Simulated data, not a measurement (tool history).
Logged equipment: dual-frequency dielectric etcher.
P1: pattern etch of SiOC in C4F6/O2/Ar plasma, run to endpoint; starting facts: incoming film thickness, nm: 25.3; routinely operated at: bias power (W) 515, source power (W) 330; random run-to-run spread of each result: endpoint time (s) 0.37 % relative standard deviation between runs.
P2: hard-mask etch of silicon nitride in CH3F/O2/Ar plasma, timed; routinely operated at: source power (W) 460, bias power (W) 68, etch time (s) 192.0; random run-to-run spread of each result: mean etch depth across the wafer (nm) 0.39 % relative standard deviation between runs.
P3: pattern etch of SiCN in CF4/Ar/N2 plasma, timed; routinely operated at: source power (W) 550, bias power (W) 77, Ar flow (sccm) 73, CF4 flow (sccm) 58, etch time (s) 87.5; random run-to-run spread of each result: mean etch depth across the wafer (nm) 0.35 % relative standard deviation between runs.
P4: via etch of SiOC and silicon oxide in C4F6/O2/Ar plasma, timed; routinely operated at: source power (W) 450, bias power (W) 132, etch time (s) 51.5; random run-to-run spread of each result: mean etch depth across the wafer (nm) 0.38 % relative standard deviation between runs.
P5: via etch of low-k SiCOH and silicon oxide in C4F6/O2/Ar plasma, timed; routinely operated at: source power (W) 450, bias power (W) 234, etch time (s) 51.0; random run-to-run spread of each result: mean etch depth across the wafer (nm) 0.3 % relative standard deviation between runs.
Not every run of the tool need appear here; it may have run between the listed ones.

| run | hour | process that ran | bias power (W) | source power (W) | etch time (s) | Ar flow (sccm) | CF4 flow (sccm) | hours since the last wet clean | hours since the last bias power generator calibration | hours since the last source power generator calibration | endpoint time (s) | mean etch depth across the wafer (nm) |
|---|---|---|---|---|---|---|---|---|---|---|---|---|
| 1 | 10.4 | P1 | 515 | 330 |  |  |  | 124.3 | 523.6 | 827.4 | 9.2091 |  |
| 2 | 21.4 | P2 | 68 | 560 | 192.0 |  |  | 135.3 | 534.6 | 838.4 |  | 154.780 |
| 3 | 29.5 | P1 | 334 | 410 |  |  |  | 143.4 | 542.7 | 846.5 | 9.8865 |  |
| 4 | 37.2 | P2 | 68 | 460 | 192.0 |  |  | 151.1 | 550.4 | 854.2 |  | 142.400 |
| 5 | 44.4 | P1 | 515 | 330 |  |  |  | 158.3 | 557.6 | 861.4 | 9.1675 |  |
| 6 | 57.2 | P4 | 132 | 450 | 51.5 |  |  | 171.1 | 570.4 | 874.2 |  | 56.547 |
| 7 | 65.6 | P3 | 77 | 550 | 87.5 | 58 | 58 | 179.5 | 578.8 | 882.6 |  | 99.380 |
| 8 | 78.3 | P3 | 77 | 550 | 87.5 | 73 | 58 | 192.2 | 591.5 | 895.3 |  | 96.318 |
| 9 | 85.7 | P4 | 132 | 330 | 51.5 |  |  | 199.6 | 598.9 | 902.7 |  | 49.873 |
| 10 | 98.2 | P5 | 234 | 610 | 51.0 |  |  | 212.1 | 611.4 | 915.2 |  | 185.360 |
| 11 | 112.4 | P3 | 58 | 550 | 87.5 | 73 | 58 | 226.3 | 625.6 | 929.4 |  | 87.654 |
| 12 | 121.9 | P1 | 600 | 240 |  |  |  | 235.8 | 635.1 | 938.9 | 9.6540 |  |
| 13 | 137.5 | P3 | 77 | 550 | 87.5 | 73 | 58 | 251.4 | 650.7 | 954.5 |  | 95.908 |
| 14 | 146.6 | P1 | 515 | 330 |  |  |  | 260.5 | 659.8 | 963.6 | 9.2028 |  |
| 15 | 158.9 | P1 | 724 | 330 |  |  |  | 272.8 | 672.1 | 975.9 | 8.0387 |  |
| 16 | 171.1 | P1 | 515 | 330 |  |  |  | 285.0 | 684.3 | 988.1 | 9.1654 |  |
| 17 | 186.2 | P4 | 132 | 450 | 51.5 |  |  | 300.1 | 699.4 | 1003.2 |  | 56.492 |
| 18 | 195.3 | P5 | 234 | 450 | 77.0 |  |  | 309.2 | 708.5 | 1012.3 |  | 248.860 |
| 19 | 205.4 | P2 | 68 | 460 | 105.5 |  |  | 319.3 | 718.6 | 1022.4 |  | 78.348 |
| 20 | 215.4 | P4 | 93 | 450 | 51.5 |  |  | 329.3 | 728.6 | 1032.4 |  | 51.535 |
| 21 | 226.4 | P5 | 234 | 450 | 51.0 |  |  | 340.3 | 739.6 | 1043.4 |  | 164.730 |
| 22 | 240.7 | P3 | 77 | 550 | 87.5 | 73 | 34 | 354.6 | 753.9 | 1057.7 |  | 88.900 |
| 23 | 251.0 | P1 | 515 | 330 |  |  |  | 364.9 | 764.2 | 1068.0 | 9.2043 |  |
| 24 | 257.8 | P5 | 168 | 450 | 51.0 |  |  | 371.7 | 771.0 | 1074.8 |  | 148.490 |
|  | 262.2 | source power generator calibrated |
| 25 | 273.3 | P1 | 367 | 330 |  |  |  | 387.2 | 786.5 | 11.1 | 10.3540 |  |
| 26 | 285.8 | P3 | 77 | 550 | 123.5 | 73 | 58 | 399.7 | 799.0 | 23.6 |  | 135.730 |
| 27 | 294.9 | P3 | 77 | 730 | 87.5 | 73 | 58 | 408.8 | 808.1 | 32.7 |  | 123.540 |
| 28 | 302.6 | P1 | 515 | 210 |  |  |  | 416.5 | 815.8 | 40.4 | 10.8400 |  |
| 29 | 313.9 | P2 | 46 | 460 | 192.0 |  |  | 427.8 | 827.1 | 51.7 |  | 126.880 |
| 30 | 322.1 | P1 | 630 | 420 |  |  |  | 436.0 | 835.3 | 59.9 | 7.7592 |  |
| 31 | 328.8 | P1 | 515 | 330 |  |  |  | 442.7 | 842.0 | 66.6 | 9.2050 |  |
| 32 | 341.7 | P4 | 132 | 450 | 73.0 |  |  | 455.6 | 854.9 | 79.5 |  | 79.839 |
| 33 | 355.4 | P1 | 515 | 420 |  |  |  | 469.3 | 868.6 | 93.2 | 8.4316 |  |
| 34 | 362.4 | P1 | 515 | 330 |  |  |  | 476.3 | 875.6 | 100.2 | 9.1216 |  |

Estimate the outcome of run 35 from the log above:
| 35 | 377.2 | P1 | 515 | 330 |  |  |  | 491.1 | 890.4 | 115.0 | ? |  |

{"run 35": {"endpoint time (s)": 9.2159}}
